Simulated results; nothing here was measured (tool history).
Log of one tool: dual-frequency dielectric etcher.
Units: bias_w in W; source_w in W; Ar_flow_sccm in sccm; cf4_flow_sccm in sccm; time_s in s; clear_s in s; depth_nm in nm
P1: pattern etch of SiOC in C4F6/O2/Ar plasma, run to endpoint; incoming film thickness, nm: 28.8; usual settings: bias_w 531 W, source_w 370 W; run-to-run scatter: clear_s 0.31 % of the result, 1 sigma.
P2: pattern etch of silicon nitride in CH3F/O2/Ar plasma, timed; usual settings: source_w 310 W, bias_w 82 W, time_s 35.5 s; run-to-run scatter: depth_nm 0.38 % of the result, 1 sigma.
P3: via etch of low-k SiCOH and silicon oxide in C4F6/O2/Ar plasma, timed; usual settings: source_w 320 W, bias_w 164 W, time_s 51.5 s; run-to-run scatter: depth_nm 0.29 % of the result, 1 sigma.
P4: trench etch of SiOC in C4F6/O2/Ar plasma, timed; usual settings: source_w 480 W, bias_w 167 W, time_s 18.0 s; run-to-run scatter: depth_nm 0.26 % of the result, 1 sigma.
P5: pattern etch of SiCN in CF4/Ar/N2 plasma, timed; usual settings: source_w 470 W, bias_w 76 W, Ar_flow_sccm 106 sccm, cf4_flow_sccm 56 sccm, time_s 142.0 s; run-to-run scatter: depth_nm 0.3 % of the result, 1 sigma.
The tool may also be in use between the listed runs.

run,day,process,bias_w,source_w,Ar_flow_sccm,cf4_flow_sccm,time_s,clear_s,depth_nm
1,0.421,P1,531,370,,,,9.3565,
2,1.033,P1,531,370,,,,9.3494,
3,1.575,P1,531,370,,,,9.3355,
4,2.033,P5,92,470,106,56,142.0,,133.170
5,2.583,P4,209,480,,,18.0,,42.317
6,3.212,P1,352,250,,,,12.6020,
7,3.521,P3,222,320,,,51.5,,140.290
8,4.062,P5,76,470,106,56,78.0,,68.014
# day 4.304: bias power generator calibrated
9,4.404,P1,531,260,,,,10.6460,
10,4.804,P1,358,270,,,,12.1330,
11,5.204,P5,76,330,106,56,142.0,,91.140
12,5.746,P5,76,470,106,56,142.0,,123.700
13,6.196,P1,380,260,,,,12.0980,
14,6.525,P1,531,370,,,,9.3463,
15,7.117,P2,82,310,,,35.5,,23.603
16,7.725,P3,164,230,,,51.5,,111.710
17,8.021,P5,76,470,106,46,142.0,,120.620
18,8.350,P2,98,310,,,35.5,,25.176
19,8.846,P3,164,320,,,70.0,,171.580
20,9.417,P1,396,370,,,,10.3850,
21,9.854,P1,531,450,,,,8.7095,
22,10.196,P1,531,370,,,,9.3655,
23,10.546,P2,82,310,,,26.5,,17.529
24,11.096,P4,167,480,,,18.0,,39.293
25,11.683,P3,164,320,,,51.5,,126.570
26,12.158,P4,167,480,,,18.0,,39.314
27,12.692,P2,82,310,,,35.5,,23.422
28,13.221,P5,76,470,106,56,142.0,,123.720
29,13.846,P4,167,290,,,18.0,,32.382
30,14.379,P4,167,480,,,11.0,,24.097
31,14.892,P2,82,220,,,35.5,,20.597
32,15.496,P1,631,370,,,,8.8152,
33,16.046,P5,76,470,134,56,142.0,,119.790
34,16.467,P1,531,370,,,,9.3738,
35,17.054,P1,531,370,,,,9.3037,
36,17.425,P1,531,370,,,,9.3005,
37,18.046,P1,531,370,,,,9.3087,
38,18.425,P1,531,370,,,,9.2327,
# day 18.650: wet clean of the chamber
39,18.879,P1,531,370,,,,9.1814,
40,19.196,P1,531,370,,,,9.2643,
41,19.583,P1,531,370,,,,9.1837,
42,20.183,P1,531,370,,,,9.2129,
43,20.492,P1,531,370,,,,9.2571,

What P1 gives has crept away from where it was. These 2 causes fit the log equally well, each at the size given:
A: bias power that arrives over what is set, % = 4.21
B: source power that arrives over what is set, % = 4.34
The creep began at about day 16.467.
Why every other cause is out:
chamber walls in a state that raises the etch rate, %: serviced at day 18.650, which brought nothing back

4 check runs are offered, one wafer each, their results left as question marks. Which one tells the causes apart?
check 1,20.800,P3,164,320,,,51.5,,?
check 2,20.800,P2,82,310,,,35.5,,?
check 3,20.800,P5,76,470,106,56,142.0,,?
check 4,20.800,P4,167,480,,,18.0,,?

What each check would give under each cause:
check,result,if A,if B
check 1,depth_nm,127.930,128.380
check 2,depth_nm,23.907,23.932
check 3,depth_nm,125.930,128.730
check 4,depth_nm,39.805,39.963
How far apart the two closest causes lie, in the result that separates them most: check 1 0.35 %; check 2 0.1 %; check 3 2.2 %; check 4 0.4 %
Only check 3 tells the causes apart: in the others they would give nearly the same result.

Then check 3 was run and gave: depth_nm 125.800 nm. Which cause is it?

It is A: bias power that arrives over what is set, %.

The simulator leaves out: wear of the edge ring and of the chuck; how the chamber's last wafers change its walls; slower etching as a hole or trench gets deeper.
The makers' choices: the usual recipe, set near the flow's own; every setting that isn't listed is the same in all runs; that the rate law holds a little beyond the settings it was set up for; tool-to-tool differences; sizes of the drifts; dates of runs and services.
